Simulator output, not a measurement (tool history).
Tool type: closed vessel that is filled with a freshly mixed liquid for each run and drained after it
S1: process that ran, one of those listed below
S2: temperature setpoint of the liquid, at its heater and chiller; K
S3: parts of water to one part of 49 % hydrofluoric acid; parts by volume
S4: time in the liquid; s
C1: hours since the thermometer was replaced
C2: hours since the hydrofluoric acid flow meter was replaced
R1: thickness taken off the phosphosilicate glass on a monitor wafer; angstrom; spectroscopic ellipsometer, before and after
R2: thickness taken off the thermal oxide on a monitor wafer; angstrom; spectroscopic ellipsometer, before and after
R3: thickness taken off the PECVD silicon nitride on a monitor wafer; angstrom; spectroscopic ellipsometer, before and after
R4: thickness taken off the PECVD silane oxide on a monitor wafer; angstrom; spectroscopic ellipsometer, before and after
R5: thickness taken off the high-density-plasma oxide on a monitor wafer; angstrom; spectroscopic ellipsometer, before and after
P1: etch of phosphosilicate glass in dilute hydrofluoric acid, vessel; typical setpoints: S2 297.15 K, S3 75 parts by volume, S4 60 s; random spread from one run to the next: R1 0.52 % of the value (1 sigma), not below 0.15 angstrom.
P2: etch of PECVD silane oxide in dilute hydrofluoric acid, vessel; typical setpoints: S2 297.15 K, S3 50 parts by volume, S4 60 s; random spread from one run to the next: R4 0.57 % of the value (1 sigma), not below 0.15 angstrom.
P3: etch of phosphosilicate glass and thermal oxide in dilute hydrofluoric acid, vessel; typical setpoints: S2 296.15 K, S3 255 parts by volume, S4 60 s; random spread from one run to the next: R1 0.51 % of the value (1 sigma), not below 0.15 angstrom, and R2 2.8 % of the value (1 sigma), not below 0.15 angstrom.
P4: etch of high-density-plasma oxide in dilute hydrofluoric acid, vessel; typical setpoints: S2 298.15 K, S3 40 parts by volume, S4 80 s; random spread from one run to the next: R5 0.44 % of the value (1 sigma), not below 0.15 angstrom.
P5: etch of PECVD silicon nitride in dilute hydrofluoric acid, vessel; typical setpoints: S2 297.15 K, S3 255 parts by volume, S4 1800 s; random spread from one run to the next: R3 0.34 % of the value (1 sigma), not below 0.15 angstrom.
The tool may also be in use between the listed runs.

run,hour,S1,S2,S3,S4,C1,C2,R1,R2,R3,R4,R5
1,11.2,P1,297.15,75,60,169.2,946.7,1188.800,,,,
2,24.9,P1,297.15,75,30,182.9,960.4,597.170,,,,
3,37.4,P1,291.65,75,60,195.4,972.9,941.760,,,,
4,53.0,P3,296.15,255,30,211.0,988.5,79.799,4.6476,,,
5,63.5,P5,297.15,395,1800,221.5,999.0,,,225.31,,
6,72.1,P2,297.15,50,30,230.1,1007.6,,,,99.49,
7,82.8,P4,293.65,40,80,240.8,1018.3,,,,,196.46
8,95.8,P3,296.15,55,60,253.8,1031.3,927.090,51.1160,,,
9,103.3,P4,298.15,40,30,261.3,1038.8,,,,,89.28
10,118.6,P4,298.15,40,80,276.6,1054.1,,,,,238.08
11,127.4,P1,297.15,75,60,285.4,1062.9,1190.400,,,,
12,142.7,P5,297.15,255,3570,300.7,1078.2,,,685.44,,
13,156.7,P1,297.15,140,60,314.7,1092.2,585.730,,,,
14,164.2,P5,297.15,255,1800,322.2,1099.7,,,345.61,,
15,179.3,P4,298.15,40,80,337.3,1114.8,,,,,238.35
# hour 191.3: thermometer replaced
16,191.4,P3,296.15,255,60,0.2,1126.9,158.250,9.1710,,,
17,202.3,P5,297.15,255,1800,11.1,1137.8,,,347.30,,
18,209.5,P4,298.15,55,80,18.3,1145.0,,,,,169.96
19,220.6,P1,297.15,75,60,29.4,1156.1,1185.500,,,,
20,230.3,P1,297.15,40,60,39.1,1165.8,2328.300,,,,
21,241.5,P1,301.15,75,60,50.3,1177.0,1398.800,,,,
22,251.0,P2,303.15,50,60,59.8,1186.5,,,,254.21,
23,264.2,P3,290.15,255,60,73.0,1199.7,127.580,6.5446,,,
24,274.1,P5,302.65,255,1800,82.9,1209.6,,,478.73,,
25,286.6,P1,303.15,105,60,95.4,1222.1,1024.300,,,,
26,297.6,P1,297.15,75,60,106.4,1233.1,1184.500,,,,
27,305.4,P2,297.15,80,60,114.2,1240.9,,,,120.02,
28,321.5,P1,297.15,75,60,130.3,1257.0,1186.100,,,,
29,335.8,P1,297.15,75,90,144.6,1271.3,1758.700,,,,
30,349.0,P2,297.15,50,60,157.8,1284.5,,,,200.94,
31,357.9,P1,297.15,75,60,166.7,1293.4,1186.000,,,,
32,372.2,P1,297.15,75,60,181.0,1307.7,1159.000,,,,
33,388.5,P1,297.15,75,60,197.3,1324.0,1134.500,,,,
34,401.0,P1,297.15,75,60,209.8,1336.5,1131.000,,,,
35,416.0,P1,297.15,75,60,224.8,1351.5,1124.100,,,,
36,425.1,P1,297.15,75,60,233.9,1360.6,1120.000,,,,
37,434.3,P1,297.15,75,60,243.1,1369.8,1112.700,,,,
38,441.5,P1,297.15,75,60,250.3,1377.0,1127.500,,,,
39,458.0,P1,297.15,75,60,266.8,1393.5,1111.800,,,,

Compared with where it was, what P1 gives has crept away. Each cause listed below fits the log as well as the rest, at the size given for it:
A: liquid colder than its thermometer reads (K) = 1.39
B: hydrofluoric acid flow below the setpoint (%) = 4.99
The onset of the drift is placed at about hour 357.9.

The check runs listed below each take one wafer, and their results are still question marks. Under which run would the listed causes lead to clearly different results?
check 1,474.5,P3,290.15,255,60,,,?,?,,,
check 2,474.5,P5,297.15,360,3090,,,,,?,,
check 3,474.5,P2,297.15,65,60,,,,,,?,
check 4,474.5,P4,294.15,40,80,,,,,,,?

How each check would come out, cause by cause:
check,result,if A,if B
check 1,R1,120.530,119.520
check 1,R2,6.5870,6.5317
check 2,R3,388.28,401.34
check 3,R4,142.73,142.92
check 4,R5,189.56,190.62
Per check, the gap between the least separated pair of causes, taken in the result that splits them most: check 1 0.84 %; check 2 3.31 %; check 3 0.13 %; check 4 0.55 %
The causes can be told apart only by check 2. The other checks would give nearly the same results under each of them.

After running check 2, the following was obtained: R3 401.38 angstrom. Which cause does this point to?

It is B: hydrofluoric acid flow below the setpoint (%).
